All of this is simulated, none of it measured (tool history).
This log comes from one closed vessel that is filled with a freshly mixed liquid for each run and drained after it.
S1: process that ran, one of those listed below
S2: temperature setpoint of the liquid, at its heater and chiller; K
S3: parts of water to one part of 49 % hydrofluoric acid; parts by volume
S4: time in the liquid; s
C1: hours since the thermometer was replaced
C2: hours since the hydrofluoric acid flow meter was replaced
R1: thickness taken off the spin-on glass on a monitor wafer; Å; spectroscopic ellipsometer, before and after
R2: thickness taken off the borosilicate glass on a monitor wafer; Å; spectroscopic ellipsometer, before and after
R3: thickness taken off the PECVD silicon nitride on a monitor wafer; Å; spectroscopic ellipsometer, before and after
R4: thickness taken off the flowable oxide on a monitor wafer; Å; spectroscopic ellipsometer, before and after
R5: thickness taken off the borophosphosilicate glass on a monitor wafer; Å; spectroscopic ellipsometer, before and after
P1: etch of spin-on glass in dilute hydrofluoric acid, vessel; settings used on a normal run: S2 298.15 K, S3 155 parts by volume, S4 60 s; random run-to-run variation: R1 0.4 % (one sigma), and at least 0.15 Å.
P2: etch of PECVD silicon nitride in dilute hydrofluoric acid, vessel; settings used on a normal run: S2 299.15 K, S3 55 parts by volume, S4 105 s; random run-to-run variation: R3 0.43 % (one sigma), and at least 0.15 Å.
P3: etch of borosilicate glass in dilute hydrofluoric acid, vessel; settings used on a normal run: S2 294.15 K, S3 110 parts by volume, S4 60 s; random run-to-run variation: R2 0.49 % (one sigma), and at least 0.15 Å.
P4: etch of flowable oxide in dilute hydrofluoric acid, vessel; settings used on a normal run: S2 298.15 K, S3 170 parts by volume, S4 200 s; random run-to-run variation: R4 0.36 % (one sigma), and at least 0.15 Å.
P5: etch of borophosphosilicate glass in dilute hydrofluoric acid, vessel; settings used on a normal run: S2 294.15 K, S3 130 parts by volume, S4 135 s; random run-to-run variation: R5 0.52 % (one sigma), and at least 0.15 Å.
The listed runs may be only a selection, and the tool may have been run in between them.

{"run": 1, "hour": 2.9, "S1": "P1", "S2": 298.15, "S3": 155, "S4": 60, "C1": 687.5, "C2": 714, "R1": 137.92}
{"run": 2, "hour": 5.2, "S1": "P3", "S2": 294.15, "S3": 110, "S4": 30, "C1": 689.8, "C2": 716.3, "R2": 75.033}
{"run": 3, "hour": 7.9, "S1": "P3", "S2": 294.15, "S3": 110, "S4": 60, "C1": 692.5, "C2": 719, "R2": 150.45}
{"run": 4, "hour": 9.8, "S1": "P2", "S2": 299.15, "S3": 55, "S4": 105, "C1": 694.4, "C2": 720.9, "R3": 117.51}
{"run": 5, "hour": 12.6, "S1": "P3", "S2": 302.15, "S3": 110, "S4": 60, "C1": 697.2, "C2": 723.7, "R2": 206.52}
{"run": 6, "hour": 15.8, "S1": "P2", "S2": 302.65, "S3": 55, "S4": 105, "C1": 700.4, "C2": 726.9, "R3": 149.15}
{"run": 7, "hour": 19.8, "S1": "P2", "S2": 299.15, "S3": 55, "S4": 105, "C1": 704.4, "C2": 730.9, "R3": 118.95}
{"run": 8, "hour": 23.4, "S1": "P4", "S2": 298.15, "S3": 70, "S4": 200, "C1": 708, "C2": 734.5, "R4": 1629.9}
{"run": 9, "hour": 26.2, "S1": "P1", "S2": 298.15, "S3": 155, "S4": 60, "C1": 710.8, "C2": 737.3, "R1": 137.82}
{"run": 10, "hour": 29.0, "S1": "P5", "S2": 302.15, "S3": 130, "S4": 135, "C1": 713.6, "C2": 740.1, "R5": 560.3}
{"run": 11, "hour": 31.9, "S1": "P1", "S2": 298.15, "S3": 155, "S4": 60, "C1": 716.5, "C2": 743, "R1": 138.05}
{"run": 12, "hour": 35.4, "S1": "P5", "S2": 294.15, "S3": 130, "S4": 135, "C1": 720, "C2": 746.5, "R5": 411.34}
{"run": 13, "hour": 39.3, "S1": "P5", "S2": 294.15, "S3": 130, "S4": 255, "C1": 723.9, "C2": 750.4, "R5": 776.97}
{"run": 14, "hour": 41.5, "S1": "P1", "S2": 298.15, "S3": 270, "S4": 30, "C1": 726.1, "C2": 752.6, "R1": 34.572}
{"run": 15, "hour": 45.2, "S1": "P5", "S2": 294.15, "S3": 220, "S4": 135, "C1": 729.8, "C2": 756.3, "R5": 219.38}
{"run": 16, "hour": 48.7, "S1": "P4", "S2": 291.65, "S3": 170, "S4": 200, "C1": 733.3, "C2": 759.8, "R4": 460.81}
{"run": 17, "hour": 50.7, "S1": "P1", "S2": 298.15, "S3": 155, "S4": 60, "C1": 735.3, "C2": 761.8, "R1": 136.29}
{"run": 18, "hour": 53.6, "S1": "P1", "S2": 298.15, "S3": 155, "S4": 60, "C1": 738.2, "C2": 764.7, "R1": 137.44}
{"run": 19, "hour": 55.7, "S1": "P1", "S2": 298.15, "S3": 255, "S4": 60, "C1": 740.3, "C2": 766.8, "R1": 74.33}
{"run": 20, "hour": 58.4, "S1": "P1", "S2": 298.15, "S3": 155, "S4": 60, "C1": 743, "C2": 769.5, "R1": 137.34}
{"run": 21, "hour": 60.8, "S1": "P1", "S2": 298.15, "S3": 155, "S4": 30, "C1": 745.4, "C2": 771.9, "R1": 68.048}
{"run": 22, "hour": 64.2, "S1": "P4", "S2": 298.15, "S3": 170, "S4": 200, "C1": 748.8, "C2": 775.3, "R4": 592.36}
{"run": 23, "hour": 67.9, "S1": "P1", "S2": 298.15, "S3": 80, "S4": 60, "C1": 752.5, "C2": 779, "R1": 291.03}
{"run": 24, "hour": 70.6, "S1": "P3", "S2": 294.15, "S3": 185, "S4": 60, "C1": 755.2, "C2": 781.7, "R2": 82.326}
{"run": 25, "hour": 73.0, "S1": "P5", "S2": 294.15, "S3": 130, "S4": 135, "C1": 757.6, "C2": 784.1, "R5": 408.05}
{"run": 26, "hour": 74.9, "S1": "P2", "S2": 299.15, "S3": 55, "S4": 45, "C1": 759.5, "C2": 786, "R3": 51.019}
{"run": 27, "hour": 77.0, "S1": "P1", "S2": 292.65, "S3": 155, "S4": 60, "C1": 761.6, "C2": 788.1, "R1": 111.44}
{"run": 28, "hour": 80.8, "S1": "P1", "S2": 306.15, "S3": 155, "S4": 60, "C1": 765.4, "C2": 791.9, "R1": 182.86}
{"run": 29, "hour": 83.4, "S1": "P4", "S2": 298.15, "S3": 170, "S4": 80, "C1": 768, "C2": 794.5, "R4": 235.52}
{"run": 30, "hour": 85.3, "S1": "P2", "S2": 299.15, "S3": 20, "S4": 105, "C1": 769.9, "C2": 796.4, "R3": 320.29}
{"run": 31, "hour": 87.2, "S1": "P1", "S2": 298.15, "S3": 155, "S4": 90, "C1": 771.8, "C2": 798.3, "R1": 207.03}
{"run": 32, "hour": 90.1, "S1": "P1", "S2": 298.15, "S3": 155, "S4": 60, "C1": 774.7, "C2": 801.2, "R1": 136.73}
{"run": 33, "hour": 93.8, "S1": "P1", "S2": 298.15, "S3": 155, "S4": 60, "C1": 778.4, "C2": 804.9, "R1": 132.78}
{"run": 34, "hour": 97.2, "S1": "P1", "S2": 298.15, "S3": 155, "S4": 60, "C1": 781.8, "C2": 808.3, "R1": 129.56}
{"run": 35, "hour": 100.2, "S1": "P1", "S2": 298.15, "S3": 155, "S4": 60, "C1": 784.8, "C2": 811.3, "R1": 129.2}
{"run": 36, "hour": 102.7, "S1": "P1", "S2": 298.15, "S3": 155, "S4": 60, "C1": 787.3, "C2": 813.8, "R1": 128.59}
{"run": 37, "hour": 105.2, "S1": "P1", "S2": 298.15, "S3": 155, "S4": 60, "C1": 789.8, "C2": 816.3, "R1": 127.99}
{"run": 38, "hour": 108.4, "S1": "P1", "S2": 298.15, "S3": 155, "S4": 60, "C1": 793, "C2": 819.5, "R1": 126.55}
{"run": 39, "hour": 111.6, "S1": "P1", "S2": 298.15, "S3": 155, "S4": 60, "C1": 796.2, "C2": 822.7, "R1": 125.91}
{"run": 40, "hour": 114.6, "S1": "P1", "S2": 298.15, "S3": 155, "S4": 60, "C1": 799.2, "C2": 825.7, "R1": 125.79}

The output of P1 has drifted from where it used to be. Each of the 2 causes below, taken at the size shown beside it, accounts for the log equally well:
A: liquid colder than its thermometer reads (K) = 2.18
B: hydrofluoric acid flow below the setpoint (%) = 6.75
The onset of the drift is placed at about hour 90.1.

Below are 4 check runs, each on a single wafer, with their results shown as question marks. Which of them would tell the listed causes apart, meaning the causes would give clearly different results under it?
{"run": "check 1", "hour": 117.6, "S1": "P4", "S2": 298.15, "S3": 170, "S4": 200, "R4": "?"}
{"run": "check 2", "hour": 117.6, "S1": "P3", "S2": 294.15, "S3": 110, "S4": 60, "R2": "?"}
{"run": "check 3", "hour": 117.6, "S1": "P2", "S2": 299.15, "S3": 55, "S4": 105, "R3": "?"}
{"run": "check 4", "hour": 117.6, "S1": "P5", "S2": 294.15, "S3": 130, "S4": 135, "R5": "?"}

Predicted outcomes, by check and by cause:
check=check_1 result=R4 if_A=543.66 if_B=542.81
check=check_2 result=R2 if_A=137.85 if_B=139.28
check=check_3 result=R3 if_A=102.61 if_B=110.8
check=check_4 result=R5 if_A=375.47 if_B=378.41
Gap, in per cent, between the two causes that each check separates least, read from the result that separates them most: check 1 0.16 %; check 2 1.03 %; check 3 7.69 %; check 4 0.78 %
Only check 3 tells the causes apart: in the others they would give nearly the same result.

The results of check 3 are: R3 102.84 Å. Based on these, which of the listed causes is it?

The correct cause is A, namely: liquid colder than its thermometer reads (K).
